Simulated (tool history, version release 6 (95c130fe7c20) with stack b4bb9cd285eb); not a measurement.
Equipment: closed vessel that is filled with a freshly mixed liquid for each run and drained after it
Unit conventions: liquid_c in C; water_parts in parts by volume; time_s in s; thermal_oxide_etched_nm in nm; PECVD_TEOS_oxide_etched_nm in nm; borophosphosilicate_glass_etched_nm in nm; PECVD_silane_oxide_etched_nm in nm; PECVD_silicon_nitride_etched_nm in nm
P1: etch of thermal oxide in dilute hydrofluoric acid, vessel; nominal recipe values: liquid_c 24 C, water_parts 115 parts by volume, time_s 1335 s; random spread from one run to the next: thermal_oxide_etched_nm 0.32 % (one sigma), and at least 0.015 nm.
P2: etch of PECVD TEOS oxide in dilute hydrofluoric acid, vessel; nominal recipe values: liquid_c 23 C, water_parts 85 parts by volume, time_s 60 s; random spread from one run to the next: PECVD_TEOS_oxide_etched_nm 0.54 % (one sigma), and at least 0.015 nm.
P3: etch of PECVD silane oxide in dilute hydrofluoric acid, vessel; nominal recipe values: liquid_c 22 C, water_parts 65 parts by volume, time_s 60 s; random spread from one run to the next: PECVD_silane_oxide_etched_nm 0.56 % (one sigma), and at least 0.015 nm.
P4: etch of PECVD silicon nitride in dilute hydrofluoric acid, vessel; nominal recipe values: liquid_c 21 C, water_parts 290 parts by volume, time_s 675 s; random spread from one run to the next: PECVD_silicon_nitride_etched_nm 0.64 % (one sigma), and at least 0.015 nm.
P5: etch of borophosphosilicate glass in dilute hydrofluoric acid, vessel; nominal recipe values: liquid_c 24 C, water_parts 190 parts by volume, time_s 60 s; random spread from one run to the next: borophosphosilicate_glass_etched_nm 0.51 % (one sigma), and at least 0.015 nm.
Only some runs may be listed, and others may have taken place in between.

run   hour  process  liquid_c  water_parts  time_s  hours since the thermometer was replaced  hours since the hydrofluoric acid flow meter was replaced  thermal_oxide_etched_nm  PECVD_TEOS_oxide_etched_nm  borophosphosilicate_glass_etched_nm  PECVD_silane_oxide_etched_nm  PECVD_silicon_nitride_etched_nm
  1   11.3       P1        24          115    1335                                     329.7                                                     1217.1                   54.458
  2   21.2       P1        24          115    1335                                     339.6                                                       1227                   54.462
  3   29.2       P2      28.5           85      60                                     347.6                                                       1235                                               21.699
  4   37.5       P5        24          190      30                                     355.9                                                     1243.3                                                                                    3.7878
  5     46       P1        24           55    2575                                     364.4                                                     1251.8                   236.16
  6   56.3       P5        24          265      60                                     374.7                                                     1262.1                                                                                    5.0215
  7   63.2       P1        24           55     245                                     381.6                                                       1269                   22.631
  8   73.2       P1        17           65    1335                                     391.6                                                       1279                   76.449
  9   84.5       P1        24          185    1335                                     402.9                                                     1290.3                   31.111
 10   95.9       P3        22           65      60                                     414.3                                                     1301.7                                                                                                                  38.928
 11  102.1       P5        28          190      60                                     420.5                                                     1307.9                                                                                     8.681
 12  108.9       P3        22           65      35                                     427.3                                                     1314.7                                                                                                                  23.063
 13  119.5       P1      30.5          115    1335                                     437.9                                                     1325.3                   69.897
 14  126.3       P1        17          115    1335                                     444.7                                                     1332.1                   41.092
 15    134       P2        23           85      30                                     452.4                                                     1339.8                                               8.7381
 16  146.5       P5        24          190      60                                     464.9                                                     1352.3                                                                                    7.5432
 17  152.3       P1        24           35    1335                                     470.7                                                     1358.1                   199.17
 18  162.9       P4        21          455     675                                     481.3                                                     1368.7                                                                                                                                                   3.0677
 19  168.6       P1        24          115     330                                       487                                                     1374.4                    13.51
 20  175.7       P4        21          290    1195                                     494.1                                                     1381.5                                                                                                                                                   8.3951
 21  183.6       P4        17          290     675                                       502                                                     1389.4                                                                                                                                                   3.6151
 22  193.4       P3        22           35      60                                     511.8                                                     1399.2                                                                                                                  75.381
 23  203.2       P1        24          115    1990                                     521.6                                                       1409                   81.456
 24  212.7       P4        21          290     675                                     531.1                                                     1418.5                                                                                                                                                   4.7291
 25  223.8       P1        24          115    1335                                     542.2                                                     1429.6                   54.863
 26  235.7       P2        23           85      60                                     554.1                                                     1441.5                                               17.369
 27  242.9       P3        26           65      60                                     561.3                                                     1448.7                                                                                                                   45.81
 28  250.6       P1        24          115    1335                                       569                                                     1456.4                   54.966
 29  260.6       P2        23           40      60                                       579                                                     1466.4                                               39.357
 30  272.9       P5        24          190      60                                     591.3                                                     1478.7                                                                                    7.5656
 31  281.8       P1        24          115    1335                                     600.2                                                     1487.6                    54.73
 32  288.2       P1        24          115    1335                                     606.6                                                       1494                   53.394
 33  299.6       P1        24          115    1335                                       618                                                     1505.4                   52.544
 34  308.1       P1        24          115    1335                                     626.5                                                     1513.9                   51.568
 35  314.6       P1        24          115    1335                                       633                                                     1520.4                   51.609
 36  320.9       P1        24          115    1335                                     639.3                                                     1526.7                   51.246
 37    330       P1        24          115    1335                                     648.4                                                     1535.8                   50.892
 38  339.6       P1        24          115    1335                                       658                                                     1545.4                    50.84
 39    351       P1        24          115    1335                                     669.4                                                     1556.8                    50.64
 40  360.7       P1        24          115    1335                                     679.1                                                     1566.5                   50.913
 41  369.5       P1        24          115    1335                                     687.9                                                     1575.3                   50.799

Compared with where it was, what P1 gives has crept away. Each cause listed below fits the log as well as the rest, at the size given for it:
A: liquid colder than its thermometer reads (K) = 1.88
B: hydrofluoric acid flow below the setpoint (%) = 6.3
At approximately hour 281.8, the process output began to creep.

Each of the 4 check runs below uses one wafer; its results are left as question marks. Which run tells the causes apart?
check 1  378.3       P3        22           65      60                                                                                                                                                                                                                            ?
check 2  378.3       P5        24          190      60                                                                                                                                                                                              ?
check 3  378.3       P2        23           85      60                                                                                                                                                         ?
check 4  378.3       P4        21          290     675                                                                                                                                                                                                                                                             ?

What every check run would give for each of its results, assuming each possible cause in turn:
  check                               result    if A    if B
check 1         PECVD_silane_oxide_etched_nm  36.283  36.571
check 2  borophosphosilicate_glass_etched_nm  7.0319  6.9747
check 3           PECVD_TEOS_oxide_etched_nm  16.203  16.276
check 4      PECVD_silicon_nitride_etched_nm  4.1898   4.433
Minimum pairwise separation of causes per check, each pair taken at its best-separating result: check 1 0.79 %; check 2 0.82 %; check 3 0.45 %; check 4 5.64 %
The other checks would show nearly matching results whichever cause is true, so check 4 is the only one that separates the causes.

Then check 4 was run and gave: PECVD_silicon_nitride_etched_nm 4.4257 nm. Which cause is it?

B is the cause: hydrofluoric acid flow below the setpoint (%).
